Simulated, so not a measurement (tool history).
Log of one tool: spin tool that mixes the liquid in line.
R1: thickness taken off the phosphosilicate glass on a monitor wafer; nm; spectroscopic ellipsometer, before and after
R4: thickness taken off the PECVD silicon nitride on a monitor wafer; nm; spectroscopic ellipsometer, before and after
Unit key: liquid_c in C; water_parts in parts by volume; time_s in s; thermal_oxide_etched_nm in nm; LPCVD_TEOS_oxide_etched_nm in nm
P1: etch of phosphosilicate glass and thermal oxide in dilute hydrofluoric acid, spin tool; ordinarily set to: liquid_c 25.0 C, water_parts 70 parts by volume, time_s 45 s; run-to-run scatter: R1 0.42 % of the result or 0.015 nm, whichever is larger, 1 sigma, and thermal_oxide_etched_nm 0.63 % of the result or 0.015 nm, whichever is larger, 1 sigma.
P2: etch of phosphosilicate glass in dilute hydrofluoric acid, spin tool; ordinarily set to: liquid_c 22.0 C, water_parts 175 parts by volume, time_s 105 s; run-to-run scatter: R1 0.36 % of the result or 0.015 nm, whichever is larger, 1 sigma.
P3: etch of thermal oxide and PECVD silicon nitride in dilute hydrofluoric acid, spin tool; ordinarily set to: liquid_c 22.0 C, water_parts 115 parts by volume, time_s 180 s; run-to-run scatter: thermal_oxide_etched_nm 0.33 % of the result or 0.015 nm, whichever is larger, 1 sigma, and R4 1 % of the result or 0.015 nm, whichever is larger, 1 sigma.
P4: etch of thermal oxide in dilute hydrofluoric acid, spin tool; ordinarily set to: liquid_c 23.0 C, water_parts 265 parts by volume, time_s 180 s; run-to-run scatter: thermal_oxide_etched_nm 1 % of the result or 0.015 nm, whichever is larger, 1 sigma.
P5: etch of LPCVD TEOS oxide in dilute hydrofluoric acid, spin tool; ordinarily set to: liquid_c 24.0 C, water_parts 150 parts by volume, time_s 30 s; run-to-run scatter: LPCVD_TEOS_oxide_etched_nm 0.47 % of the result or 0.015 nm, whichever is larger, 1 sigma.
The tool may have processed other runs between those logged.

{"run": 1, "hour": 14.0, "process": "P1", "liquid_c": 25.0, "water_parts": 70, "time_s": 45, "R1": 49.953, "thermal_oxide_etched_nm": 3.3874}
{"run": 2, "hour": 20.3, "process": "P1", "liquid_c": 25.0, "water_parts": 70, "time_s": 45, "R1": 49.944, "thermal_oxide_etched_nm": 3.4411}
{"run": 3, "hour": 27.4, "process": "P5", "liquid_c": 24.0, "water_parts": 150, "time_s": 60, "LPCVD_TEOS_oxide_etched_nm": 9.5834}
{"run": 4, "hour": 34.4, "process": "P1", "liquid_c": 17.5, "water_parts": 70, "time_s": 45, "R1": 36.759, "thermal_oxide_etched_nm": 2.4856}
{"run": 5, "hour": 42.0, "process": "P4", "liquid_c": 23.0, "water_parts": 155, "time_s": 180, "thermal_oxide_etched_nm": 5.2661}
{"run": 6, "hour": 55.4, "process": "P2", "liquid_c": 22.0, "water_parts": 175, "time_s": 105, "R1": 47.528}
{"run": 7, "hour": 63.2, "process": "P2", "liquid_c": 22.0, "water_parts": 175, "time_s": 60, "R1": 27.197}
{"run": 8, "hour": 76.3, "process": "P3", "liquid_c": 22.0, "water_parts": 40, "time_s": 180, "thermal_oxide_etched_nm": 21.851, "R4": 6.5425}
{"run": 9, "hour": 88.9, "process": "P2", "liquid_c": 22.0, "water_parts": 75, "time_s": 105, "R1": 125.03}
{"run": 10, "hour": 98.7, "process": "P3", "liquid_c": 22.0, "water_parts": 115, "time_s": 70, "thermal_oxide_etched_nm": 2.6956, "R4": 0.89158}
{"run": 11, "hour": 111.8, "process": "P1", "liquid_c": 25.0, "water_parts": 70, "time_s": 45, "R1": 50.753, "thermal_oxide_etched_nm": 3.4157}
{"run": 12, "hour": 124.4, "process": "P4", "liquid_c": 23.0, "water_parts": 265, "time_s": 180, "thermal_oxide_etched_nm": 2.6722}
{"run": 13, "hour": 134.5, "process": "P4", "liquid_c": 23.0, "water_parts": 265, "time_s": 355, "thermal_oxide_etched_nm": 5.3592}
{"run": 14, "hour": 143.9, "process": "P3", "liquid_c": 22.0, "water_parts": 115, "time_s": 180, "thermal_oxide_etched_nm": 7.0151, "R4": 2.3024}
{"run": 15, "hour": 156.2, "process": "P5", "liquid_c": 30.5, "water_parts": 150, "time_s": 30, "LPCVD_TEOS_oxide_etched_nm": 6.11}
{"run": 16, "hour": 169.2, "process": "P4", "liquid_c": 17.0, "water_parts": 265, "time_s": 180, "thermal_oxide_etched_nm": 2.1861}
{"run": 17, "hour": 176.6, "process": "P5", "liquid_c": 24.0, "water_parts": 150, "time_s": 30, "LPCVD_TEOS_oxide_etched_nm": 4.8114}
{"run": 18, "hour": 186.3, "process": "P1", "liquid_c": 31.0, "water_parts": 70, "time_s": 45, "R1": 63.936, "thermal_oxide_etched_nm": 4.2527}
{"run": 19, "hour": 197.7, "process": "P3", "liquid_c": 30.0, "water_parts": 115, "time_s": 180, "thermal_oxide_etched_nm": 9.4622, "R4": 3.9221}
{"run": 20, "hour": 205.7, "process": "P1", "liquid_c": 31.5, "water_parts": 70, "time_s": 25, "R1": 35.994, "thermal_oxide_etched_nm": 2.4011}
{"run": 21, "hour": 213.7, "process": "P2", "liquid_c": 17.0, "water_parts": 175, "time_s": 105, "R1": 39.158}
{"run": 22, "hour": 224.8, "process": "P1", "liquid_c": 25.0, "water_parts": 70, "time_s": 45, "R1": 50.136, "thermal_oxide_etched_nm": 3.4025}
{"run": 23, "hour": 234.2, "process": "P1", "liquid_c": 25.0, "water_parts": 70, "time_s": 20, "R1": 22.293, "thermal_oxide_etched_nm": 1.5139}
{"run": 24, "hour": 247.9, "process": "P4", "liquid_c": 23.0, "water_parts": 265, "time_s": 180, "thermal_oxide_etched_nm": 2.7268}
{"run": 25, "hour": 261.6, "process": "P1", "liquid_c": 25.0, "water_parts": 70, "time_s": 75, "R1": 84.19, "thermal_oxide_etched_nm": 5.7291}
{"run": 26, "hour": 272.9, "process": "P5", "liquid_c": 24.0, "water_parts": 150, "time_s": 30, "LPCVD_TEOS_oxide_etched_nm": 4.8274}
{"run": 27, "hour": 285.7, "process": "P1", "liquid_c": 25.0, "water_parts": 115, "time_s": 45, "R1": 28.879, "thermal_oxide_etched_nm": 1.95}
{"run": 28, "hour": 294.4, "process": "P1", "liquid_c": 25.0, "water_parts": 25, "time_s": 45, "R1": 150.3, "thermal_oxide_etched_nm": 10.106}
{"run": 29, "hour": 302.4, "process": "P2", "liquid_c": 22.0, "water_parts": 175, "time_s": 105, "R1": 47.893}
{"run": 30, "hour": 311.5, "process": "P5", "liquid_c": 24.0, "water_parts": 60, "time_s": 30, "LPCVD_TEOS_oxide_etched_nm": 13.343}
{"run": 31, "hour": 319.5, "process": "P1", "liquid_c": 25.0, "water_parts": 70, "time_s": 45, "R1": 50.09, "thermal_oxide_etched_nm": 3.3916}
{"run": 32, "hour": 330.1, "process": "P1", "liquid_c": 25.0, "water_parts": 70, "time_s": 45, "R1": 49.972, "thermal_oxide_etched_nm": 3.3998}
{"run": 33, "hour": 338.5, "process": "P1", "liquid_c": 25.0, "water_parts": 70, "time_s": 45, "R1": 49.1, "thermal_oxide_etched_nm": 3.3651}
{"run": 34, "hour": 347.2, "process": "P1", "liquid_c": 25.0, "water_parts": 70, "time_s": 45, "R1": 48.285, "thermal_oxide_etched_nm": 3.3052}
{"run": 35, "hour": 354.7, "process": "P1", "liquid_c": 25.0, "water_parts": 70, "time_s": 45, "R1": 48.16, "thermal_oxide_etched_nm": 3.264}

Run 36 has not been measured yet. What should we expect?
{"run": 36, "hour": 368.0, "process": "P1", "liquid_c": 25.0, "water_parts": 70, "time_s": 45, "R1": "?", "thermal_oxide_etched_nm": "?"}

{"run 36": {"R1": 47.298, "thermal_oxide_etched_nm": 3.2135}}

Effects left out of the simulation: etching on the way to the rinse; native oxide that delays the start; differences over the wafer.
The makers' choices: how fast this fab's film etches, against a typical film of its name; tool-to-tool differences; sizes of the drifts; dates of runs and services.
